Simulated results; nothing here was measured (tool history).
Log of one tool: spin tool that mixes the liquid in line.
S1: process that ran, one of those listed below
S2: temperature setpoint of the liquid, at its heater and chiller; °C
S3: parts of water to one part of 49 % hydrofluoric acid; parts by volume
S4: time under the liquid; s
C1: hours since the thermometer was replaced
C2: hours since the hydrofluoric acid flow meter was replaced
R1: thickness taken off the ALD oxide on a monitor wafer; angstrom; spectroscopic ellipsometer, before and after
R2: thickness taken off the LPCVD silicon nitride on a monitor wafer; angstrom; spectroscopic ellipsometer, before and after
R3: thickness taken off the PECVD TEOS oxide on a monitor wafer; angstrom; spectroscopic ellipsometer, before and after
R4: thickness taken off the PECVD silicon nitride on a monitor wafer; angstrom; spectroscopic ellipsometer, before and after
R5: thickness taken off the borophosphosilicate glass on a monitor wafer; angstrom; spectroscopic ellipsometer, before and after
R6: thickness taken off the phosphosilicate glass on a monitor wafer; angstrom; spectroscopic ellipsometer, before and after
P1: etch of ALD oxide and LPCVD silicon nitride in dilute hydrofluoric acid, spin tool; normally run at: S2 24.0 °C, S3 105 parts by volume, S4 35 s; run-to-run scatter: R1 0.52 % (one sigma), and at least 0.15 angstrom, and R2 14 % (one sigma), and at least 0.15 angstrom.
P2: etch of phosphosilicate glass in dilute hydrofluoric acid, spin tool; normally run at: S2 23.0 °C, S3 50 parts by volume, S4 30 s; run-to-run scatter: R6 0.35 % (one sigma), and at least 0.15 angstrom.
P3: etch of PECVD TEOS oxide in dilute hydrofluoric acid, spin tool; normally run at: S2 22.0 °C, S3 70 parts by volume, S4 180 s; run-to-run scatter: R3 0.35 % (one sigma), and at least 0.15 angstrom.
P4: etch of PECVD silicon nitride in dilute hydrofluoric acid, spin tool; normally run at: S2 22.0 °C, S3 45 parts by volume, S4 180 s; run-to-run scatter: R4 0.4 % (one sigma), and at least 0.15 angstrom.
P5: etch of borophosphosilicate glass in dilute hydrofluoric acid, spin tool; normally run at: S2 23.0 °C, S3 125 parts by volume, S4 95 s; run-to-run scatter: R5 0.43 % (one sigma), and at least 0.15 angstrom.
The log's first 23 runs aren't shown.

run	day	S1	S2	S3	S4	C1	C2	R1	R2	R3	R4	R5	R6
24	8.058	P2	23.0	50	30	943.4	453.8						892.45
25	8.392	P1	24.0	105	35	951.4	461.8	48.314	1.96180				
26	8.804	P1	24.0	105	35	961.3	471.7	48.152	2.45410				
27	9.212	P1	30.5	180	35	971.1	481.5	32.482	1.90270				
28	9.583	P3	22.0	70	295	980.0	490.4			447.92			
29	9.804	P2	23.0	50	15	985.3	495.7						451.40
30	10.262	P1	24.0	105	55	996.3	506.7	76.226	3.41630				
31	10.508	P1	24.0	40	35	1002.2	512.6	137.530	5.52320				
32	10.850	P1	24.0	105	35	1010.4	520.8	48.444	1.92730				
33	11.288	P4	22.0	45	180	1020.9	531.3				162.790		
34	11.654	P1	19.5	65	35	1029.7	540.1	68.459	2.33750				
35	11.975	P1	24.0	105	35	1037.4	547.8	48.601	2.20480				
36	12.433	P1	24.0	105	35	1048.4	558.8	49.534	2.41250				
37	12.667	P1	24.0	105	35	1054.0	564.4	50.398	1.13340				
38	12.938	P1	24.0	105	35	1060.5	570.9	49.951	2.14310				
39	13.150	P1	24.0	105	35	1065.6	576.0	50.396	1.75220				
40	13.583	P1	24.0	105	35	1076.0	586.4	50.701	2.61860				
41	13.917	P1	24.0	105	35	1084.0	594.4	50.359	1.95260				

Run 42 comes next. What will it give?
42	14.321	P1	24.0	105	35	1093.7	604.1	?	?				

{"run 42": {"R1": 51.133, "R2": 2.2446}}

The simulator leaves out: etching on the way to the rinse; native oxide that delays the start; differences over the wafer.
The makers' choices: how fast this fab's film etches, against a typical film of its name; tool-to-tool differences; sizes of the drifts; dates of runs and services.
